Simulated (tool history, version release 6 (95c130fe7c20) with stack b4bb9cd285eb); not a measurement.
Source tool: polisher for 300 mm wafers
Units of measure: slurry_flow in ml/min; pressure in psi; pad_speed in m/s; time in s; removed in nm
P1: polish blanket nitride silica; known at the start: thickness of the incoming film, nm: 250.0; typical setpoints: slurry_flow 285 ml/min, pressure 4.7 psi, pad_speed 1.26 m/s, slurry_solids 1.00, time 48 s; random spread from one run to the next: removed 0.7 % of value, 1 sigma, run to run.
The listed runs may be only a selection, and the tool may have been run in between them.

run    day  slurry_flow  pressure  pad_speed  slurry_solids  time  wafers polished on this pad  hours since the slurry nozzle was cleaned  hours since the head pressure was calibrated  hours since the slurry blender was calibrated  hours since the conditioning disc was replaced  removed
  1  0.225          285       4.7       1.26           1.00    48                          286                                      182.3                                         223.3                                           24.1                                            58.4   58.325
  2  0.500          285       4.7       1.26           1.00    48                          356                                      188.9                                         229.9                                           30.7                                            65.0   58.166
  3  0.688          285       4.7       1.26           1.00    48                          403                                      193.4                                         234.4                                           35.2                                            69.5   58.140
  4  0.992          285       4.7       1.26           1.00    48                          480                                      200.7                                         241.7                                           42.5                                            76.8   59.130
  5  1.267          285       4.7       0.84           1.00    67                          549                                      207.3                                         248.3                                           49.1                                            83.4   58.727
  6  1.433          285       4.7       1.64           1.00    70                          591                                      211.3                                         252.3                                           53.1                                            87.4  105.400
  7  1.575          285       4.7       1.26           1.00    31                          627                                      214.7                                         255.7                                           56.5                                            90.8   37.473
  8  1.725          285       4.7       1.26           1.50    48                          665                                      218.3                                         259.3                                           60.1                                            94.4   68.068
  9  1.892          285       6.5       1.26           1.00    48                          707                                      222.3                                         263.3                                           64.1                                            98.4   80.492
 10  2.167          285       4.7       1.26           1.00    61                          777                                      228.9                                         269.9                                           70.7                                           105.0   73.941
 11  2.300          285       4.7       1.26           0.55    48                          811                                      232.1                                         273.1                                           73.9                                           108.2   42.478
 12  2.475          195       4.7       1.26           1.00    48                          855                                      236.3                                         277.3                                           78.1                                           112.4   56.274
 13  2.608          285       4.7       1.26           1.00    48                          889                                      239.5                                         280.5                                           81.3                                           115.6   58.113
 14  2.804          445       4.7       1.26           1.00    48                          938                                      244.2                                         285.2                                           86.0                                           120.3   60.182
     2.904  -- conditioning disc replaced and pad reconditioned
 15  3.058          285       2.3       1.26           1.00    48                         1002                                      250.3                                         291.3                                           92.1                                             3.8   28.343
 16  3.242          170       4.7       1.26           1.00    60                         1049                                      254.7                                         295.7                                           96.5                                             8.2   68.734
 17  3.492          285       4.7       1.74           1.00    48                         1112                                      260.7                                         301.7                                          102.5                                            14.2   74.957
 18  3.742          285       4.7       0.74           1.00    48                         1175                                      266.7                                         307.7                                          108.5                                            20.2   37.852
 19  4.038          285       4.7       1.26           1.00    48                         1250                                      273.8                                         314.8                                          115.6                                            27.3   58.077
 20  4.212          285       4.7       1.26           1.00    48                         1294                                      278.0                                         319.0                                          119.8                                            31.5   55.873
 21  4.454          285       4.7       1.26           1.00    48                         1355                                      283.8                                         324.8                                          125.6                                            37.3   55.107
 22  4.675          285       4.7       1.26           1.00    48                         1411                                      289.1                                         330.1                                          130.9                                            42.6   53.660
 23  4.938          285       4.7       1.26           1.00    48                         1477                                      295.4                                         336.4                                          137.2                                            48.9   53.357

Run 24 has not been measured yet. What should we expect?
     5.029  -- conditioning disc replaced and pad reconditioned
     5.125  -- slurry nozzle cleaned
 24  5.129          285       4.7       1.26           1.00    48                         1526                                        0.2                                         341.0                                          141.8                                             2.5        ?

{"run 24": {"removed": 52.973}}

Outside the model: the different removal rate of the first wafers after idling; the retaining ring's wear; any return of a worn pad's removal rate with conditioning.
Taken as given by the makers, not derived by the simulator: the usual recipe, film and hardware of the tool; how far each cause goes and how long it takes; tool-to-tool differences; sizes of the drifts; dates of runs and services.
